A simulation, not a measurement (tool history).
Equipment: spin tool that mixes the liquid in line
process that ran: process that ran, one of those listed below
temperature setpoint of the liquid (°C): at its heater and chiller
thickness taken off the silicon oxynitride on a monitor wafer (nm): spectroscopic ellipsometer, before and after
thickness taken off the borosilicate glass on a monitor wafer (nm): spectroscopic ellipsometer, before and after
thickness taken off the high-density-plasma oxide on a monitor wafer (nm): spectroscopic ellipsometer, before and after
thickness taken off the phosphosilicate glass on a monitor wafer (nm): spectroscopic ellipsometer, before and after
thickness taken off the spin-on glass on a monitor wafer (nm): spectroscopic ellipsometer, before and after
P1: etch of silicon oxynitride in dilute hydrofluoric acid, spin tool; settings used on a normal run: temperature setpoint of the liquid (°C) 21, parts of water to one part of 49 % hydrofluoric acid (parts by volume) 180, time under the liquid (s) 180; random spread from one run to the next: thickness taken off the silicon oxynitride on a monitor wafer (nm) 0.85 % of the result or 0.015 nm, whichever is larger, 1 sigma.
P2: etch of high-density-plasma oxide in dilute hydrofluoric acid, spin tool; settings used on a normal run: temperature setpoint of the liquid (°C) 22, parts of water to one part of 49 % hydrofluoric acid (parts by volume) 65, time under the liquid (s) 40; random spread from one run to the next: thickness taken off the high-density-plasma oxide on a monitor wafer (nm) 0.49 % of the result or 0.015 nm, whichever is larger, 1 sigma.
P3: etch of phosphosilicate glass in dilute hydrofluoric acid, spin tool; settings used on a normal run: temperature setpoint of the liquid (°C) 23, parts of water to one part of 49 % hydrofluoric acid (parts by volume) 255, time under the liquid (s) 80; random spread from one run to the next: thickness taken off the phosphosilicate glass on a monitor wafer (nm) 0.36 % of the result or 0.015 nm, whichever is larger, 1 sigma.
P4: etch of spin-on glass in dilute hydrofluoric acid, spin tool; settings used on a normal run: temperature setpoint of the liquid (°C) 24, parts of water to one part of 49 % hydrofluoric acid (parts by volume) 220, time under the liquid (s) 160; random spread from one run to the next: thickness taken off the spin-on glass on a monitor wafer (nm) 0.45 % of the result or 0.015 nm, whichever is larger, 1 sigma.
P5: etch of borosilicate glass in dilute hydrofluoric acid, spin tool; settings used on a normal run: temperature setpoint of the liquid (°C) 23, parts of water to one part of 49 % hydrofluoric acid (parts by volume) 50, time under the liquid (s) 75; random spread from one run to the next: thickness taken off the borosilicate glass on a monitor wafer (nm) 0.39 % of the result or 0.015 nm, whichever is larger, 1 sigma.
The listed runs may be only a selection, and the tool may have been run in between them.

| run | day | process that ran | temperature setpoint of the liquid (°C) | parts of water to one part of 49 % hydrofluoric acid (parts by volume) | time under the liquid (s) | thickness taken off the silicon oxynitride on a monitor wafer (nm) | thickness taken off the borosilicate glass on a monitor wafer (nm) | thickness taken off the high-density-plasma oxide on a monitor wafer (nm) | thickness taken off the phosphosilicate glass on a monitor wafer (nm) | thickness taken off the spin-on glass on a monitor wafer (nm) |
|---|---|---|---|---|---|---|---|---|---|---|
| 1 | 0.408 | P1 | 21 | 180 | 180 | 2.8987 |  |  |  |  |
| 2 | 0.696 | P5 | 23 | 50 | 125 |  | 89.008 |  |  |  |
| 3 | 1.025 | P2 | 27.5 | 65 | 40 |  |  | 5.0162 |  |  |
| 4 | 1.329 | P2 | 22 | 65 | 40 |  |  | 4.0991 |  |  |
| 5 | 1.667 | P1 | 21 | 180 | 180 | 2.8929 |  |  |  |  |
| 6 | 1.933 | P1 | 21 | 180 | 330 | 5.2448 |  |  |  |  |
| 7 | 2.325 | P3 | 23 | 255 | 20 |  |  |  | 3.7945 |  |
| 8 | 2.592 | P3 | 23 | 255 | 80 |  |  |  | 15.191 |  |
| 9 | 2.996 | P1 | 21 | 320 | 180 | 1.5285 |  |  |  |  |
| 10 | 3.338 | P5 | 23 | 50 | 75 |  | 53.647 |  |  |  |
| 11 | 3.575 | P1 | 21 | 180 | 180 | 2.8878 |  |  |  |  |
| 12 | 3.808 | P3 | 17.5 | 255 | 80 |  |  |  | 12.309 |  |
| 13 | 4.1 | P1 | 21 | 180 | 180 | 2.8273 |  |  |  |  |
| 14 | 4.467 | P1 | 21 | 180 | 180 | 2.9078 |  |  |  |  |
| 15 | 4.733 | P4 | 24 | 220 | 65 |  |  |  |  | 17.655 |
| 16 | 5.158 | P1 | 21 | 180 | 180 | 2.8848 |  |  |  |  |
| 17 | 5.554 | P1 | 21 | 115 | 180 | 4.7138 |  |  |  |  |
| 18 | 5.821 | P1 | 17 | 180 | 180 | 2.4066 |  |  |  |  |
| 19 | 6.05 | P5 | 23 | 75 | 75 |  | 34.659 |  |  |  |
| 20 | 6.458 | P1 | 21 | 85 | 35 | 1.2399 |  |  |  |  |
| 21 | 6.875 | P4 | 24 | 220 | 160 |  |  |  |  | 43.584 |
| 22 | 7.121 | P3 | 23 | 75 | 80 |  |  |  | 62.778 |  |
| 23 | 7.508 | P1 | 21 | 180 | 45 | 0.72938 |  |  |  |  |
| 24 | 7.746 | P4 | 18.5 | 220 | 160 |  |  |  |  | 35.494 |
| 25 | 8.15 | P5 | 28.5 | 50 | 75 |  | 66.752 |  |  |  |
| 26 | 8.417 | P2 | 22 | 65 | 15 |  |  | 1.5429 |  |  |
| 27 | 8.817 | P2 | 22 | 30 | 40 |  |  | 9.2174 |  |  |
| 28 | 9.1 | P4 | 24 | 45 | 160 |  |  |  |  | 261.55 |
| 29 | 9.558 | P1 | 28 | 180 | 180 | 3.9891 |  |  |  |  |
| 30 | 9.792 | P1 | 21 | 180 | 180 | 2.8897 |  |  |  |  |
| 31 | 10.175 | P1 | 21 | 180 | 180 | 2.7812 |  |  |  |  |
| 32 | 10.458 | P1 | 21 | 180 | 180 | 2.7731 |  |  |  |  |
| 33 | 10.883 | P1 | 21 | 180 | 180 | 2.6626 |  |  |  |  |
| 34 | 11.338 | P1 | 21 | 180 | 180 | 2.6177 |  |  |  |  |

The next listed run, before its measurement:
| 35 | 11.617 | P1 | 21 | 180 | 180 | ? |  |  |  |  |

thickness taken off the silicon oxynitride on a monitor wafer (nm): 2.6651

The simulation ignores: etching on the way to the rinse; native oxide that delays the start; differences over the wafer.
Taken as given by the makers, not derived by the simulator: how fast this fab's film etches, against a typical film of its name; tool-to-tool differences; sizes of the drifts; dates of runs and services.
